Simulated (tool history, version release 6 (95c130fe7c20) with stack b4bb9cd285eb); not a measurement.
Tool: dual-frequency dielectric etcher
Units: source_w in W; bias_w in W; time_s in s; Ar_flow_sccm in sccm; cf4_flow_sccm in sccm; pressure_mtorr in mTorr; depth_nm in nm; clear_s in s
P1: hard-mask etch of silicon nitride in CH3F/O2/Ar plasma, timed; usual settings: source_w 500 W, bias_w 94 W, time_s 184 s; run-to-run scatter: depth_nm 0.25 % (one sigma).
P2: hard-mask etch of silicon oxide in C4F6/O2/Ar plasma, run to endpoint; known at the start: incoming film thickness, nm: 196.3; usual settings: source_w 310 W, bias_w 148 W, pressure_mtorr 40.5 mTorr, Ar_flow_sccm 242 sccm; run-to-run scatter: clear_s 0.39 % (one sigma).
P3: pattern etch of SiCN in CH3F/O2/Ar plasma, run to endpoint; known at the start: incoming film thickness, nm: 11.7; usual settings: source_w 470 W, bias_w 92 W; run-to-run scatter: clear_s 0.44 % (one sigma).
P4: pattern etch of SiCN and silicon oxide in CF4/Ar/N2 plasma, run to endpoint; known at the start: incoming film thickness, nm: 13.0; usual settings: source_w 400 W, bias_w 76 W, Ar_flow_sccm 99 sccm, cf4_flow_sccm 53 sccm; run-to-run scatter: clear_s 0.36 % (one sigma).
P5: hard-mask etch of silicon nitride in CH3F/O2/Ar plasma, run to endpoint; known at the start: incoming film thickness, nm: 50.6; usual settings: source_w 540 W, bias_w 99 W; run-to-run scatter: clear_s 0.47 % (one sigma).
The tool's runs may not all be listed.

| run | hour | process | source_w | bias_w | time_s | Ar_flow_sccm | cf4_flow_sccm | pressure_mtorr | hours since the last wet clean | hours since the last source power generator calibration | hours since the last bias power generator calibration | depth_nm | clear_s |
|---|---|---|---|---|---|---|---|---|---|---|---|---|---|
| 1 | 2.9 | P1 | 500 | 94 | 184 |  |  |  | 126.3 | 1865.9 | 1684.6 | 161.28 |  |
| 2 | 7.4 | P4 | 400 | 76 |  | 99 | 31 |  | 130.8 | 1870.4 | 1689.1 |  | 18.756 |
| 3 | 12 | P3 | 470 | 92 |  |  |  |  | 135.4 | 1875 | 1693.7 |  | 26.281 |
| 4 | 15.7 | P1 | 500 | 94 | 111 |  |  |  | 139.1 | 1878.7 | 1697.4 | 97.861 |  |
| 5 | 18.8 | P5 | 690 | 99 |  |  |  |  | 142.2 | 1881.8 | 1700.5 |  | 54.103 |
| 6 | 22.1 | P1 | 690 | 94 | 184 |  |  |  | 145.5 | 1885.1 | 1703.8 | 183.09 |  |
| 7 | 26.1 | P3 | 470 | 111 |  |  |  |  | 149.5 | 1889.1 | 1707.8 |  | 24.588 |
| 8 | 30.7 | P1 | 330 | 126 | 184 |  |  |  | 154.1 | 1893.7 | 1712.4 | 154.84 |  |
| 9 | 35.4 | P2 | 310 | 148 |  | 242 |  | 40.5 | 158.8 | 1898.4 | 1717.1 |  | 74.995 |
| 10 | 39.2 | P4 | 400 | 91 |  | 99 | 53 |  | 162.6 | 1902.2 | 1720.9 |  | 16.219 |
| 11 | 42.9 | P1 | 500 | 94 | 184 |  |  |  | 166.3 | 1905.9 | 1724.6 | 162.89 |  |
| 12 | 47.8 | P1 | 500 | 94 | 184 |  |  |  | 171.2 | 1910.8 | 1729.5 | 162.06 |  |
| 13 | 50.5 | P3 | 470 | 92 |  |  |  |  | 173.9 | 1913.5 | 1732.2 |  | 26.449 |
| 14 | 53 | P2 | 310 | 148 |  | 242 |  | 52.5 | 176.4 | 1916 | 1734.7 |  | 77.79 |
| 15 | 57.9 | P2 | 310 | 183 |  | 242 |  | 40.5 | 181.3 | 1920.9 | 1739.6 |  | 70.387 |
| 16 | 60.8 | P3 | 590 | 92 |  |  |  |  | 184.2 | 1923.8 | 1742.5 |  | 24.152 |
| 17 | 65.9 | P4 | 400 | 76 |  | 99 | 53 |  | 189.3 | 1928.9 | 1747.6 |  | 17.26 |
| 18 | 68.7 | P1 | 500 | 94 | 184 |  |  |  | 192.1 | 1931.7 | 1750.4 | 162.44 |  |
| 19 | 72.4 | P2 | 310 | 148 |  | 142 |  | 40.5 | 195.8 | 1935.4 | 1754.1 |  | 70.486 |
| 20 | 75.6 | P2 | 310 | 148 |  | 242 |  | 40.5 | 199 | 1938.6 | 1757.3 |  | 74.728 |
| 21 | 79.4 | P1 | 500 | 94 | 230 |  |  |  | 202.8 | 1942.4 | 1761.1 | 202.19 |  |
| 22 | 83.2 | P2 | 410 | 148 |  | 242 |  | 40.5 | 206.6 | 1946.2 | 1764.9 |  | 67.299 |
|  | 85 | source power generator calibrated |
| 23 | 87.4 | P5 | 540 | 126 |  |  |  |  | 210.8 | 2.5 | 1769.1 |  | 54.239 |
| 24 | 91.5 | P1 | 500 | 63 | 184 |  |  |  | 214.9 | 6.6 | 1773.2 | 140.58 |  |
| 25 | 96.9 | P4 | 490 | 76 |  | 99 | 53 |  | 220.3 | 12 | 1778.6 |  | 14.494 |
| 26 | 99.6 | P4 | 400 | 76 |  | 124 | 53 |  | 223 | 14.7 | 1781.3 |  | 17.954 |
| 27 | 105.1 | P1 | 500 | 94 | 184 |  |  |  | 228.5 | 20.2 | 1786.8 | 162.27 |  |
|  | 105.2 | wet clean of the chamber |
| 28 | 109 | P5 | 540 | 99 |  |  |  |  | 3.9 | 24.1 | 1790.7 |  | 59.739 |
| 29 | 114.3 | P4 | 400 | 76 |  | 99 | 53 |  | 9.2 | 29.4 | 1796 |  | 17.38 |
| 30 | 119.7 | P1 | 500 | 133 | 184 |  |  |  | 14.6 | 34.8 | 1801.4 | 184.02 |  |
| 31 | 123.1 | P1 | 360 | 94 | 184 |  |  |  | 18 | 38.2 | 1804.8 | 143.69 |  |
| 32 | 126.1 | P1 | 500 | 94 | 184 |  |  |  | 21 | 41.2 | 1807.8 | 161.69 |  |
| 33 | 131.2 | P1 | 500 | 94 | 184 |  |  |  | 26.1 | 46.3 | 1812.9 | 161.77 |  |
| 34 | 136.2 | P1 | 500 | 94 | 184 |  |  |  | 31.1 | 51.3 | 1817.9 | 160.47 |  |
| 35 | 141.4 | P1 | 500 | 94 | 184 |  |  |  | 36.3 | 56.5 | 1823.1 | 159.71 |  |
| 36 | 146.5 | P1 | 500 | 94 | 184 |  |  |  | 41.4 | 61.6 | 1828.2 | 160.22 |  |
| 37 | 150.2 | P1 | 500 | 94 | 184 |  |  |  | 45.1 | 65.3 | 1831.9 | 159.3 |  |
|  | 150.6 | wet clean of the chamber |
| 38 | 152.9 | P1 | 500 | 94 | 184 |  |  |  | 2.3 | 68 | 1834.6 | 159.66 |  |
| 39 | 156.6 | P1 | 500 | 94 | 184 |  |  |  | 6 | 71.7 | 1838.3 | 159.3 |  |
| 40 | 159.6 | P1 | 500 | 94 | 184 |  |  |  | 9 | 74.7 | 1841.3 | 159.09 |  |
| 41 | 163.5 | P1 | 500 | 94 | 184 |  |  |  | 12.9 | 78.6 | 1845.2 | 159.41 |  |

What P1 gives has crept away from where it was. These 2 causes fit the log equally well, each at the size given:
A: bias power that arrives under what is set, % = 4.21
B: source power that arrives under what is set, % = 4.01
The creep began at about hour 126.1.
Why every other cause is out:
chamber walls in a state that lowers the etch rate, %: serviced at hour 150.6, which brought nothing back

4 check runs are offered, each on 2 wafers whose results are averaged, their results left as question marks. Which one tells the causes apart?
| check 1 | 167.4 | P2 | 310 | 148 |  | 242 |  | 40.5 |  |  |  |  | ? |
| check 2 | 167.4 | P5 | 540 | 99 |  |  |  |  |  |  |  |  | ? |
| check 3 | 167.4 | P3 | 470 | 92 |  |  |  |  |  |  |  |  | ? |
| check 4 | 167.4 | P4 | 400 | 76 |  | 99 | 53 |  |  |  |  |  | ? |

What each check would give under each cause:
| check | result | if A | if B |
|---|---|---|---|
| check 1 | clear_s | 76.229 | 76.445 |
| check 2 | clear_s | 60.299 | 60.297 |
| check 3 | clear_s | 26.914 | 26.899 |
| check 4 | clear_s | 17.585 | 17.948 |
How far apart the two closest causes lie, in the result that separates them most: check 1 0.28 %; check 2 0 %; check 3 0.05 %; check 4 2.05 %
Check 4 tells the causes apart: in the others they would give nearly the same result.

Then check 4 was run and gave: clear_s 17.996 s. Which cause is it?

It is B: source power that arrives under what is set, %.
